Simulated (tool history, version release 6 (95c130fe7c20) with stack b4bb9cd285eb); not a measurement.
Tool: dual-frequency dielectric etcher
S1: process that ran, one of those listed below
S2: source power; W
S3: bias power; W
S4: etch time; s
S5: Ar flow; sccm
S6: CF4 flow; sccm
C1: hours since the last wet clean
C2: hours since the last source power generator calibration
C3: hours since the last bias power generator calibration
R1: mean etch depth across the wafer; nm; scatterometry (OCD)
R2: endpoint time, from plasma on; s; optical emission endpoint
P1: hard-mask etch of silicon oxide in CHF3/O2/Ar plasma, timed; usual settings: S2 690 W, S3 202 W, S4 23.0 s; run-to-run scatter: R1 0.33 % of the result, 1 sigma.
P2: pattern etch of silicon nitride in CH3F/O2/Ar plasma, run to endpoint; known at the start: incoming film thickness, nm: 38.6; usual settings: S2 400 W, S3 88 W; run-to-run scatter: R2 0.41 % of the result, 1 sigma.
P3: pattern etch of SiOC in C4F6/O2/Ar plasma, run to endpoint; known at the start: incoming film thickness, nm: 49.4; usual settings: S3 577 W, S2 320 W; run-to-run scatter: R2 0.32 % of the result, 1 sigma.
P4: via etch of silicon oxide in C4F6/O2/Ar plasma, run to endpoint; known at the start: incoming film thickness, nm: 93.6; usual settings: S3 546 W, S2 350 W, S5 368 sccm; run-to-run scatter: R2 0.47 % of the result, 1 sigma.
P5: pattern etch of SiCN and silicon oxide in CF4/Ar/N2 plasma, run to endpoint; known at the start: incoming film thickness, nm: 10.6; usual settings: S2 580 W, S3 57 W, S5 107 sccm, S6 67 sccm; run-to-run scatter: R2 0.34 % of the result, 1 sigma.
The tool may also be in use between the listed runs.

run	day	S1	S2	S3	S4	S5	S6	C1	C2	C3	R1	R2
1	0.162	P1	690	202	23.0			201.6	1693.8	2344.9	49.837	
2	0.442	P1	410	202	23.0			208.3	1700.5	2351.6	40.946	
3	0.700	P3	390	577				214.5	1706.7	2357.8		16.0300
4	0.921	P4	350	546		252		219.8	1712.0	2363.1		20.8020
5	1.242	P4	450	546		368		227.5	1719.7	2370.8		20.2470
# day 1.379: wet clean of the chamber
6	1.562	P5	580	57		107	67	4.5	1727.4	2378.5		10.9240
7	1.738	P1	690	202	17.5			8.7	1731.6	2382.7	37.964	
8	1.904	P3	320	783				12.7	1735.6	2386.7		15.2750
9	2.112	P1	690	202	23.0			17.7	1740.6	2391.7	49.828	
10	2.408	P1	690	202	23.0			24.8	1747.7	2398.8	49.531	
11	2.771	P5	580	57		107	67	33.5	1756.4	2407.5		10.9620
12	3.117	P1	690	202	23.0			41.8	1764.7	2415.8	49.806	
# day 3.325: source power generator calibrated
13	3.404	P1	690	202	33.5			48.7	2.0	2422.7	72.264	
14	3.717	P5	580	57		76	67	56.2	9.5	2430.2		10.3300
15	3.958	P2	400	88				62.0	15.3	2436.0		53.5840
16	4.262	P4	350	716		368		69.3	22.6	2443.3		19.7110
17	4.621	P5	450	57		107	67	77.9	31.2	2451.9		13.7940
18	4.912	P1	440	162	23.0			84.9	38.2	2458.9	38.914	
19	5.142	P2	400	109				90.4	43.7	2464.4		49.7620
20	5.429	P1	510	202	27.5			97.3	50.6	2471.3	53.042	
21	5.754	P1	830	202	23.0			105.1	58.4	2479.1	53.227	
22	6.042	P4	350	546		368		112.0	65.3	2486.0		21.7700
23	6.317	P1	690	264	23.0			118.6	71.9	2492.6	54.596	
24	6.671	P1	890	255	23.0			127.1	80.4	2501.1	59.355	
25	6.954	P5	580	78		107	67	133.9	87.2	2507.9		9.8659

Forecast run 26:
26	7.288	P5	580	57		107	42	141.9	95.2	2515.9		?

{"run 26": {"R2": 11.957}}

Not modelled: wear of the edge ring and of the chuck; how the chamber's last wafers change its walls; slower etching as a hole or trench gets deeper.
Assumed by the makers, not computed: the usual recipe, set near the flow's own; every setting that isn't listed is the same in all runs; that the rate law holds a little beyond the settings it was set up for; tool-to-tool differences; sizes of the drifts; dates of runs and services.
